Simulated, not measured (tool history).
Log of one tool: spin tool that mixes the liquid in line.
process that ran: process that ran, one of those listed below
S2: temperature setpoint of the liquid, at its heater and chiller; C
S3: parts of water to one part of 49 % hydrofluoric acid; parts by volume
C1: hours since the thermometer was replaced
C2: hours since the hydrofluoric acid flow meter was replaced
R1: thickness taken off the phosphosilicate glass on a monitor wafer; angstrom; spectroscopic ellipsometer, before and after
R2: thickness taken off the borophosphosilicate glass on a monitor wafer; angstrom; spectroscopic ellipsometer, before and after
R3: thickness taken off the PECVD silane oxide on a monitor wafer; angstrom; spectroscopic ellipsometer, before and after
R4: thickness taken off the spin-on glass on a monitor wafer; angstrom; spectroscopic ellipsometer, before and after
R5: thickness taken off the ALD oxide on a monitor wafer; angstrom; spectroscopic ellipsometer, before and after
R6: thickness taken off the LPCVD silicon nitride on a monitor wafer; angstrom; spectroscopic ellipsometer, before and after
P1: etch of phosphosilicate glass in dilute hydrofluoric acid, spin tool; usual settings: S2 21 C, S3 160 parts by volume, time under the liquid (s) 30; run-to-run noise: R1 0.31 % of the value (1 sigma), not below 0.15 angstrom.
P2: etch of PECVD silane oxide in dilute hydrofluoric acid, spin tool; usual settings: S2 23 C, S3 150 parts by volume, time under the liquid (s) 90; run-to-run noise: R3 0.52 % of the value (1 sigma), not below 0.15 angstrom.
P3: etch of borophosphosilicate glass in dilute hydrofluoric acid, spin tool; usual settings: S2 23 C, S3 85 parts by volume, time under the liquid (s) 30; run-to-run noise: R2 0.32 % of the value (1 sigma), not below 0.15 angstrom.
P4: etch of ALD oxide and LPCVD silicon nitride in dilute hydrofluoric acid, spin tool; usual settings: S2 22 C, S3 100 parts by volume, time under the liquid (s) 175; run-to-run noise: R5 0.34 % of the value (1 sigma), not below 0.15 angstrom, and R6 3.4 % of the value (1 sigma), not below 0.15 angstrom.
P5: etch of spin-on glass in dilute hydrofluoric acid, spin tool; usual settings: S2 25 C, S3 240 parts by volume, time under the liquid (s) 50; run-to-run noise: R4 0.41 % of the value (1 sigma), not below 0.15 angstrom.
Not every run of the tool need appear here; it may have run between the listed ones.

run 1 hour=9.7 | process_that_ran=P1 S2=21 S3=160 time_under_the_liquid_(s)=30 | C1=1459.8 C2=560.4 | R1=138.11
run 2 hour=24.3 | process_that_ran=P1 S2=21 S3=160 time_under_the_liquid_(s)=30 | C1=1474.4 C2=575 | R1=138.6
run 3 hour=33.4 | process_that_ran=P3 S2=23 S3=35 time_under_the_liquid_(s)=30 | C1=1483.5 C2=584.1 | R2=361.22
run 4 hour=49.1 | process_that_ran=P2 S2=23 S3=150 time_under_the_liquid_(s)=90 | C1=1499.2 C2=599.8 | R3=243.72
run 5 hour=60.7 | process_that_ran=P3 S2=30.5 S3=85 time_under_the_liquid_(s)=30 | C1=1510.8 C2=611.4 | R2=186.52
run 6 hour=74 | process_that_ran=P5 S2=17.5 S3=240 time_under_the_liquid_(s)=50 | C1=1524.1 C2=624.7 | R4=42.875
run 7 hour=88.7 | process_that_ran=P1 S2=21 S3=60 time_under_the_liquid_(s)=30 | C1=1538.8 C2=639.4 | R1=413.51
run 8 hour=105.7 | process_that_ran=P1 S2=21 S3=160 time_under_the_liquid_(s)=30 | C1=1555.8 C2=656.4 | R1=138.32
run 9 hour=117.2 | process_that_ran=P3 S2=23 S3=85 time_under_the_liquid_(s)=30 | C1=1567.3 C2=667.9 | R2=138.23
run 10 hour=132.4 | process_that_ran=P3 S2=23 S3=85 time_under_the_liquid_(s)=15 | C1=1582.5 C2=683.1 | R2=69.619
run 11 hour=147.7 | process_that_ran=P1 S2=26.5 S3=160 time_under_the_liquid_(s)=30 | C1=1597.8 C2=698.4 | R1=171.06
run 12 hour=159.5 | process_that_ran=P3 S2=23 S3=85 time_under_the_liquid_(s)=30 | C1=1609.6 C2=710.2 | R2=137.97
run 13 hour=176 | process_that_ran=P4 S2=22 S3=160 time_under_the_liquid_(s)=175 | C1=1626.1 C2=726.7 | R5=244.57 R6=5.2269
run 14 hour=190.1 | process_that_ran=P2 S2=23 S3=150 time_under_the_liquid_(s)=25 | C1=1640.2 C2=740.8 | R3=67.694
run 15 hour=201.9 | process_that_ran=P1 S2=21 S3=160 time_under_the_liquid_(s)=50 | C1=1652 C2=752.6 | R1=230.58
run 16 hour=210.3 | process_that_ran=P1 S2=17 S3=160 time_under_the_liquid_(s)=30 | C1=1660.4 C2=761 | R1=118.3
run 17 hour=224.9 | process_that_ran=P4 S2=17 S3=100 time_under_the_liquid_(s)=175 | C1=1675 C2=775.6 | R5=342.82 R6=5.3507
run 18 hour=236.5 | process_that_ran=P2 S2=23 S3=205 time_under_the_liquid_(s)=90 | C1=1686.6 C2=787.2 | R3=167.58
run 19 hour=250.9 | process_that_ran=P1 S2=21 S3=280 time_under_the_liquid_(s)=30 | C1=1701 C2=801.6 | R1=70.167
run 20 hour=264.5 | process_that_ran=P5 S2=25 S3=95 time_under_the_liquid_(s)=50 | C1=1714.6 C2=815.2 | R4=167.07
run 21 hour=278.9 | process_that_ran=P2 S2=17 S3=150 time_under_the_liquid_(s)=90 | C1=1729 C2=829.6 | R3=191.15
run 22 hour=290.1 | process_that_ran=P1 S2=21 S3=160 time_under_the_liquid_(s)=15 | C1=1740.2 C2=840.8 | R1=69.143
run 23 hour=297.5 | process_that_ran=P4 S2=22 S3=100 time_under_the_liquid_(s)=290 | C1=1747.6 C2=848.2 | R5=693.16 R6=13.616
run 24 hour=307.1 | process_that_ran=P5 S2=25 S3=240 time_under_the_liquid_(s)=50 | C1=1757.2 C2=857.8 | R4=56.213
run 25 hour=320.7 | process_that_ran=P5 S2=25 S3=240 time_under_the_liquid_(s)=50 | C1=1770.8 C2=871.4 | R4=56.487
run 26 hour=328.4 | process_that_ran=P5 S2=25 S3=240 time_under_the_liquid_(s)=85 | C1=1778.5 C2=879.1 | R4=95.537
run 27 hour=336 | process_that_ran=P1 S2=25.5 S3=55 time_under_the_liquid_(s)=30 | C1=1786.1 C2=886.7 | R1=544.7
run 28 hour=345.8 | process_that_ran=P1 S2=21 S3=160 time_under_the_liquid_(s)=30 | C1=1795.9 C2=896.5 | R1=137.99
run 29 hour=361.5 | process_that_ran=P1 S2=21 S3=160 time_under_the_liquid_(s)=30 | C1=1811.6 C2=912.2 | R1=137.49
run 30 hour=378.6 | process_that_ran=P1 S2=17 S3=160 time_under_the_liquid_(s)=15 | C1=1828.7 C2=929.3 | R1=59.274
run 31 hour=394.4 | process_that_ran=P1 S2=27 S3=230 time_under_the_liquid_(s)=30 | C1=1844.5 C2=945.1 | R1=111.32
run 32 hour=410.8 | process_that_ran=P1 S2=21 S3=160 time_under_the_liquid_(s)=30 | C1=1860.9 C2=961.5 | R1=138.13
run 33 hour=419 | process_that_ran=P4 S2=22 S3=100 time_under_the_liquid_(s)=175 | C1=1869.1 C2=969.7 | R5=421.41 R6=7.994
run 34 hour=428.5 | process_that_ran=P2 S2=23 S3=150 time_under_the_liquid_(s)=90 | C1=1878.6 C2=979.2 | R3=242.88
run 35 hour=438.9 | process_that_ran=P1 S2=21 S3=160 time_under_the_liquid_(s)=30 | C1=1889 C2=989.6 | R1=138.31
run 36 hour=450.2 | process_that_ran=P1 S2=21 S3=160 time_under_the_liquid_(s)=30 | C1=1900.3 C2=1000.9 | R1=133.31
run 37 hour=459.4 | process_that_ran=P1 S2=21 S3=160 time_under_the_liquid_(s)=30 | C1=1909.5 C2=1010.1 | R1=130.14
run 38 hour=476.3 | process_that_ran=P1 S2=21 S3=160 time_under_the_liquid_(s)=30 | C1=1926.4 C2=1027 | R1=128.46
run 39 hour=489.5 | process_that_ran=P1 S2=21 S3=160 time_under_the_liquid_(s)=30 | C1=1939.6 C2=1040.2 | R1=128.33
run 40 hour=503.6 | process_that_ran=P1 S2=21 S3=160 time_under_the_liquid_(s)=30 | C1=1953.7 C2=1054.3 | R1=126.91
run 41 hour=518.5 | process_that_ran=P1 S2=21 S3=160 time_under_the_liquid_(s)=30 | C1=1968.6 C2=1069.2 | R1=126.66

P1 has crept away from where it was. The log is fitted equally well by each of these 2 causes, at the sizes shown:
A: hydrofluoric acid flow below the setpoint (%) = 7.15
B: liquid colder than its thermometer reads (K) = 2.2
Creep in the process output first set in at about hour 438.9.

You are offered 4 check runs, listed below with question marks in place of their results; each one averages 5 wafers. Which run separates the listed causes by giving clearly different results for each?
run check 1 hour=533.4 | process_that_ran=P4 S2=17 S3=100 time_under_the_liquid_(s)=175 | R5=? R6=?
run check 2 hour=533.4 | process_that_ran=P5 S2=17.5 S3=240 time_under_the_liquid_(s)=80 | R4=?
run check 3 hour=533.4 | process_that_ran=P3 S2=29 S3=85 time_under_the_liquid_(s)=15 | R2=?
run check 4 hour=533.4 | process_that_ran=P2 S2=18 S3=200 time_under_the_liquid_(s)=90 | R3=?

What every check run would give for each of its results, assuming each possible cause in turn:
check=check_1 result=R5 if_A=314.51 if_B=310.89
check=check_1 result=R6 if_A=5.2379 if_B=4.8205
check=check_2 result=R4 if_A=62.119 if_B=62.367
check=check_3 result=R2 if_A=80.878 if_B=80.741
check=check_4 result=R3 if_A=130.56 if_B=130.65
How far apart the two closest causes lie, in the result that separates them most: check 1 8.3 %; check 2 0.4 %; check 3 0.17 %; check 4 0.07 %
Check 1 is the one run that separates the causes; every other check would come out nearly the same whichever cause is at work.

Running check 1 produced the following: R5 314.62 angstrom; R6 5.1343 angstrom. Which one of the listed causes fits?

It is A: hydrofluoric acid flow below the setpoint (%).

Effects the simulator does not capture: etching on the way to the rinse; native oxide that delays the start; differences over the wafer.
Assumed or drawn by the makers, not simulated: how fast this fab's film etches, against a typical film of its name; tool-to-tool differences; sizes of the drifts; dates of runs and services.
